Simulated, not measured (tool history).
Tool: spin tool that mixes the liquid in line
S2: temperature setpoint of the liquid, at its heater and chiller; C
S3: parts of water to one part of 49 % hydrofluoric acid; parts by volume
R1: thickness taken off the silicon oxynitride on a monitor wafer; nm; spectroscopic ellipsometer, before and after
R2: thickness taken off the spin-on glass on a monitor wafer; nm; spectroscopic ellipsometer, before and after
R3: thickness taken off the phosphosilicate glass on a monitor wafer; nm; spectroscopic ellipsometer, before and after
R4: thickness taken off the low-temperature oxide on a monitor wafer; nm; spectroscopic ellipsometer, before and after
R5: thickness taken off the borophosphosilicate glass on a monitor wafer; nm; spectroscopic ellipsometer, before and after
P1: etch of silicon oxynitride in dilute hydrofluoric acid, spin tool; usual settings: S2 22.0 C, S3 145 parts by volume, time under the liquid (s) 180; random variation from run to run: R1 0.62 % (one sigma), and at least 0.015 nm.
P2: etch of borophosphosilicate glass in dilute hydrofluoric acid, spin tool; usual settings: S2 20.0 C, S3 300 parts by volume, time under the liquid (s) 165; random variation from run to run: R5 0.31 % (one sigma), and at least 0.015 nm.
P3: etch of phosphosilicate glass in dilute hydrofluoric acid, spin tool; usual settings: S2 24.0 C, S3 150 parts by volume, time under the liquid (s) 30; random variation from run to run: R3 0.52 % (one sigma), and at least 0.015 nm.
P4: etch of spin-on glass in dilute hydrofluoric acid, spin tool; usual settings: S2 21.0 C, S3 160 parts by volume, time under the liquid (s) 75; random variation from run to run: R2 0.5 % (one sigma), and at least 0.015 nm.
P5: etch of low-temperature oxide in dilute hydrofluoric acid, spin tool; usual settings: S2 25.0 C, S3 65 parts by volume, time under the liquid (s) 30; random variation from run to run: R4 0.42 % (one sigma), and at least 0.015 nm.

Run 1, hour 12.1: process that ran P1, S2 22.0 C, S3 145 parts by volume, time under the liquid (s) 180. Result: R1 5.2271 nm.
Run 2, hour 19.0: process that ran P4, S2 21.0 C, S3 35 parts by volume, time under the liquid (s) 75. Result: R2 109.910 nm.
Run 3, hour 29.8: process that ran P3, S2 24.0 C, S3 150 parts by volume, time under the liquid (s) 30. Result: R3 25.158 nm.
Run 4, hour 38.7: process that ran P3, S2 24.0 C, S3 150 parts by volume, time under the liquid (s) 55. Result: R3 45.555 nm.
Run 5, hour 44.9: process that ran P5, S2 25.0 C, S3 65 parts by volume, time under the liquid (s) 30. Result: R4 13.9310 nm.
Run 6, hour 55.4: process that ran P5, S2 25.0 C, S3 65 parts by volume, time under the liquid (s) 30. Result: R4 14.0740 nm.
Run 7, hour 61.6: process that ran P1, S2 22.0 C, S3 145 parts by volume, time under the liquid (s) 180. Result: R1 5.2158 nm.
Run 8, hour 72.2: process that ran P5, S2 25.0 C, S3 65 parts by volume, time under the liquid (s) 55. Result: R4 25.6660 nm.
Run 9, hour 82.0: process that ran P1, S2 22.0 C, S3 205 parts by volume, time under the liquid (s) 180. Result: R1 3.5714 nm.
Run 10, hour 94.5: process that ran P4, S2 21.0 C, S3 160 parts by volume, time under the liquid (s) 75. Result: R2 20.607 nm.
Run 11, hour 104.6: process that ran P1, S2 17.0 C, S3 145 parts by volume, time under the liquid (s) 180. Result: R1 4.1606 nm.
Run 12, hour 118.3: process that ran P1, S2 22.0 C, S3 145 parts by volume, time under the liquid (s) 180. Result: R1 5.2645 nm.
Run 13, hour 127.6: process that ran P3, S2 24.0 C, S3 150 parts by volume, time under the liquid (s) 30. Result: R3 25.177 nm.
Run 14, hour 139.5: process that ran P2, S2 20.0 C, S3 300 parts by volume, time under the liquid (s) 330. Result: R5 50.012 nm.
Run 15, hour 148.5: process that ran P1, S2 27.0 C, S3 145 parts by volume, time under the liquid (s) 180. Result: R1 6.6486 nm.
Run 16, hour 160.5: process that ran P1, S2 22.0 C, S3 45 parts by volume, time under the liquid (s) 295. Result: R1 30.1470 nm.
Run 17, hour 169.5: process that ran P1, S2 22.0 C, S3 145 parts by volume, time under the liquid (s) 60. Result: R1 1.7339 nm.
Run 18, hour 182.3: process that ran P1, S2 17.0 C, S3 85 parts by volume, time under the liquid (s) 180. Result: R1 7.4407 nm.
Run 19, hour 190.7: process that ran P1, S2 22.0 C, S3 85 parts by volume, time under the liquid (s) 180. Result: R1 9.4211 nm.
Run 20, hour 203.5: process that ran P2, S2 20.0 C, S3 300 parts by volume, time under the liquid (s) 165. Result: R5 24.944 nm.
Run 21, hour 212.2: process that ran P5, S2 17.0 C, S3 65 parts by volume, time under the liquid (s) 30. Result: R4 10.0020 nm.
Run 22, hour 221.7: process that ran P5, S2 25.0 C, S3 100 parts by volume, time under the liquid (s) 30. Result: R4 8.6284 nm.
Run 23, hour 229.6: process that ran P3, S2 17.0 C, S3 150 parts by volume, time under the liquid (s) 30. Result: R3 19.016 nm.
Run 24, hour 235.6: process that ran P4, S2 21.0 C, S3 160 parts by volume, time under the liquid (s) 120. Result: R2 32.973 nm.
Run 25, hour 248.4: process that ran P2, S2 25.5 C, S3 300 parts by volume, time under the liquid (s) 165. Result: R5 30.428 nm.
Run 26, hour 260.5: process that ran P4, S2 28.0 C, S3 160 parts by volume, time under the liquid (s) 75. Result: R2 26.787 nm.
Run 27, hour 270.9: process that ran P1, S2 22.0 C, S3 145 parts by volume, time under the liquid (s) 360. Result: R1 10.5060 nm.
Run 28, hour 278.0: process that ran P1, S2 22.0 C, S3 145 parts by volume, time under the liquid (s) 180. Result: R1 5.2518 nm.
Run 29, hour 284.3: process that ran P3, S2 24.0 C, S3 40 parts by volume, time under the liquid (s) 30. Result: R3 108.090 nm.
Run 30, hour 293.7: process that ran P2, S2 20.0 C, S3 520 parts by volume, time under the liquid (s) 165. Result: R5 12.131 nm.
Run 31, hour 307.3: process that ran P1, S2 17.0 C, S3 35 parts by volume, time under the liquid (s) 180. Result: R1 18.4200 nm.
Run 32, hour 316.8: process that ran P1, S2 22.0 C, S3 145 parts by volume, time under the liquid (s) 180. Result: R1 5.2181 nm.
Run 33, hour 324.6: process that ran P1, S2 22.0 C, S3 145 parts by volume, time under the liquid (s) 180. Result: R1 5.3709 nm.
Run 34, hour 331.6: process that ran P1, S2 22.0 C, S3 145 parts by volume, time under the liquid (s) 180. Result: R1 5.4551 nm.
Run 35, hour 337.9: process that ran P1, S2 22.0 C, S3 145 parts by volume, time under the liquid (s) 180. Result: R1 5.6171 nm.
Run 36, hour 350.4: process that ran P1, S2 22.0 C, S3 145 parts by volume, time under the liquid (s) 180. Result: R1 5.6914 nm.
Run 37, hour 357.9: process that ran P1, S2 22.0 C, S3 145 parts by volume, time under the liquid (s) 180. Result: R1 5.7030 nm.
Run 38, hour 365.7: process that ran P1, S2 22.0 C, S3 145 parts by volume, time under the liquid (s) 180. Result: R1 5.7205 nm.
Run 39, hour 374.1: process that ran P1, S2 22.0 C, S3 145 parts by volume, time under the liquid (s) 180. Result: R1 5.7724 nm.
Run 40, hour 382.1: process that ran P1, S2 22.0 C, S3 145 parts by volume, time under the liquid (s) 180. Result: R1 5.7454 nm.
Run 41, hour 390.8: process that ran P1, S2 22.0 C, S3 145 parts by volume, time under the liquid (s) 180. Result: R1 5.6841 nm.
Run 42, hour 403.0: process that ran P1, S2 22.0 C, S3 145 parts by volume, time under the liquid (s) 180. Result: R1 5.7416 nm.
Run 43, hour 416.7: process that ran P1, S2 22.0 C, S3 145 parts by volume, time under the liquid (s) 180. Result: R1 5.7610 nm.

What P1 gives has crept away from where it was. These 2 causes fit the log equally well, each at the size given:
A: hydrofluoric acid flow above the setpoint (%) = 7.89
B: liquid hotter than its thermometer reads (K) = 1.81
The creep began at about hour 316.8.

4 check runs are offered, one wafer each, their results left as question marks. Which one tells the causes apart?
Run check 1, hour 430.4: process that ran P3, S2 17.5 C, S3 50 parts by volume, time under the liquid (s) 30. Result: R3 ?.
Run check 2, hour 430.4: process that ran P4, S2 27.5 C, S3 35 parts by volume, time under the liquid (s) 75. Result: R2 ?.
Run check 3, hour 430.4: process that ran P5, S2 20.0 C, S3 100 parts by volume, time under the liquid (s) 30. Result: R4 ?.
Run check 4, hour 430.4: process that ran P2, S2 20.0 C, S3 430 parts by volume, time under the liquid (s) 310. Result: R5 ?.

What each check would give under each cause:
  check  result     if A     if B
check 1      R3   69.745   69.584
check 2      R2  155.910  154.860
check 3      R4   7.7052   7.6257
check 4      R5   32.593   31.297
How far apart the two closest causes lie, in the result that separates them most: check 1 0.23 %; check 2 0.68 %; check 3 1.04 %; check 4 4.06 %
Check 4 tells the causes apart: in the others they would give nearly the same result.

Check 4 was then run and gave: R5 31.250 nm. Which cause is it?

It is B: liquid hotter than its thermometer reads (K).
